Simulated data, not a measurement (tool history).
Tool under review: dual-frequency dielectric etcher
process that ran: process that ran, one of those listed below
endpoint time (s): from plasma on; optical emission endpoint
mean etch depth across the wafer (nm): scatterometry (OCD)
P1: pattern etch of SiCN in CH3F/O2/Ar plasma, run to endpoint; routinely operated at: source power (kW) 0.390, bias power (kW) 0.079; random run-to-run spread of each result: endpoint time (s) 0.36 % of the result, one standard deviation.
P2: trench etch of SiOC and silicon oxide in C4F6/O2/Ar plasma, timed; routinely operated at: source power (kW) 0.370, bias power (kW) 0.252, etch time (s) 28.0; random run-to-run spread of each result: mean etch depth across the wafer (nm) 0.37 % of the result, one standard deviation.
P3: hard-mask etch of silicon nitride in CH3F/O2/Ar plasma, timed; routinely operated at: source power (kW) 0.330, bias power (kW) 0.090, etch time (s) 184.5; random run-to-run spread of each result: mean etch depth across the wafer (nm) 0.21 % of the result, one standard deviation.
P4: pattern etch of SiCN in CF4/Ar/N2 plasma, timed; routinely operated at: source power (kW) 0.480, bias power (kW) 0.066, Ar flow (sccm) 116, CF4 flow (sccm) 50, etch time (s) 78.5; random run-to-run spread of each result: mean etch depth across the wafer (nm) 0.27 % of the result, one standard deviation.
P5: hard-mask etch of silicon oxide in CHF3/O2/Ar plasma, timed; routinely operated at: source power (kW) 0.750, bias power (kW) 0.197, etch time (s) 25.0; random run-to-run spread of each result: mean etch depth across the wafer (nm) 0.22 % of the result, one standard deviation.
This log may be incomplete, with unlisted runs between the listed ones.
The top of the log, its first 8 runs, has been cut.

| run | day | process that ran | source power (kW) | bias power (kW) | Ar flow (sccm) | CF4 flow (sccm) | etch time (s) | hours since the last wet clean | hours since the last source power generator calibration | hours since the last bias power generator calibration | endpoint time (s) | mean etch depth across the wafer (nm) |
|---|---|---|---|---|---|---|---|---|---|---|---|---|
| 9 | 2.704 | P1 | 0.390 | 0.102 |  |  |  | 8.7 | 2267.4 | 2067.4 | 27.270 |  |
| 10 | 2.958 | P2 | 0.370 | 0.341 |  |  | 28.0 | 14.8 | 2273.5 | 2073.5 |  | 67.711 |
| 11 | 3.317 | P1 | 0.280 | 0.079 |  |  |  | 23.4 | 2282.1 | 2082.1 | 33.799 |  |
| 12 | 3.571 | P4 | 0.380 | 0.066 | 116 | 50 | 78.5 | 29.5 | 2288.2 | 2088.2 |  | 51.933 |
| 13 | 3.871 | P4 | 0.480 | 0.088 | 116 | 50 | 78.5 | 36.7 | 2295.4 | 2095.4 |  | 70.663 |
| 14 | 4.192 | P4 | 0.480 | 0.066 | 116 | 50 | 112.5 | 44.4 | 2303.1 | 2103.1 |  | 91.100 |
| 15 | 4.533 | P2 | 0.370 | 0.252 |  |  | 28.0 | 52.6 | 2311.3 | 2111.3 |  | 60.717 |
|  | 4.621 | bias power generator calibrated |
| 16 | 4.825 | P4 | 0.480 | 0.066 | 116 | 69 | 78.5 | 59.6 | 2318.3 | 5.0 |  | 67.153 |
| 17 | 5.054 | P1 | 0.390 | 0.079 |  |  |  | 65.1 | 2323.8 | 10.5 | 29.861 |  |
| 18 | 5.333 | P1 | 0.310 | 0.066 |  |  |  | 71.8 | 2330.5 | 17.2 | 34.948 |  |
|  | 5.629 | source power generator calibrated |
| 19 | 5.646 | P5 | 0.750 | 0.197 |  |  | 25.0 | 79.3 | 0.5 | 24.7 |  | 55.029 |
| 20 | 5.833 | P1 | 0.500 | 0.079 |  |  |  | 83.8 | 5.0 | 29.2 | 27.182 |  |
| 21 | 6.221 | P3 | 0.420 | 0.090 |  |  | 184.5 | 93.1 | 14.3 | 38.5 |  | 141.550 |
| 22 | 6.558 | P5 | 0.960 | 0.197 |  |  | 25.0 | 101.2 | 22.4 | 46.6 |  | 60.748 |
| 23 | 6.796 | P1 | 0.390 | 0.079 |  |  |  | 106.9 | 28.1 | 52.3 | 29.875 |  |
| 24 | 7.071 | P1 | 0.310 | 0.054 |  |  |  | 113.5 | 34.7 | 58.9 | 37.420 |  |
| 25 | 7.308 | P2 | 0.370 | 0.252 |  |  | 20.0 | 119.2 | 40.4 | 64.6 |  | 43.573 |
| 26 | 7.667 | P4 | 0.480 | 0.066 | 116 | 50 | 78.5 | 127.8 | 49.0 | 73.2 |  | 63.868 |
| 27 | 7.983 | P2 | 0.370 | 0.252 |  |  | 28.0 | 135.4 | 56.6 | 80.8 |  | 60.411 |
| 28 | 8.171 | P1 | 0.390 | 0.079 |  |  |  | 139.9 | 61.1 | 85.3 | 30.051 |  |
| 29 | 8.517 | P5 | 0.750 | 0.197 |  |  | 16.0 | 148.2 | 69.4 | 93.6 |  | 35.305 |
| 30 | 8.912 | P3 | 0.330 | 0.090 |  |  | 184.5 | 157.7 | 78.9 | 103.1 |  | 129.760 |
| 31 | 9.108 | P5 | 0.750 | 0.197 |  |  | 25.0 | 162.4 | 83.6 | 107.8 |  | 54.948 |
| 32 | 9.329 | P3 | 0.330 | 0.090 |  |  | 248.0 | 167.7 | 88.9 | 113.1 |  | 174.840 |
| 33 | 9.662 | P1 | 0.390 | 0.079 |  |  |  | 175.7 | 96.9 | 121.1 | 29.873 |  |

Run 34 is up next; what results do you expect?
| 34 | 10.075 | P1 | 0.390 | 0.079 |  |  |  | 185.6 | 106.8 | 131.0 | ? |  |

endpoint time (s): 30.075

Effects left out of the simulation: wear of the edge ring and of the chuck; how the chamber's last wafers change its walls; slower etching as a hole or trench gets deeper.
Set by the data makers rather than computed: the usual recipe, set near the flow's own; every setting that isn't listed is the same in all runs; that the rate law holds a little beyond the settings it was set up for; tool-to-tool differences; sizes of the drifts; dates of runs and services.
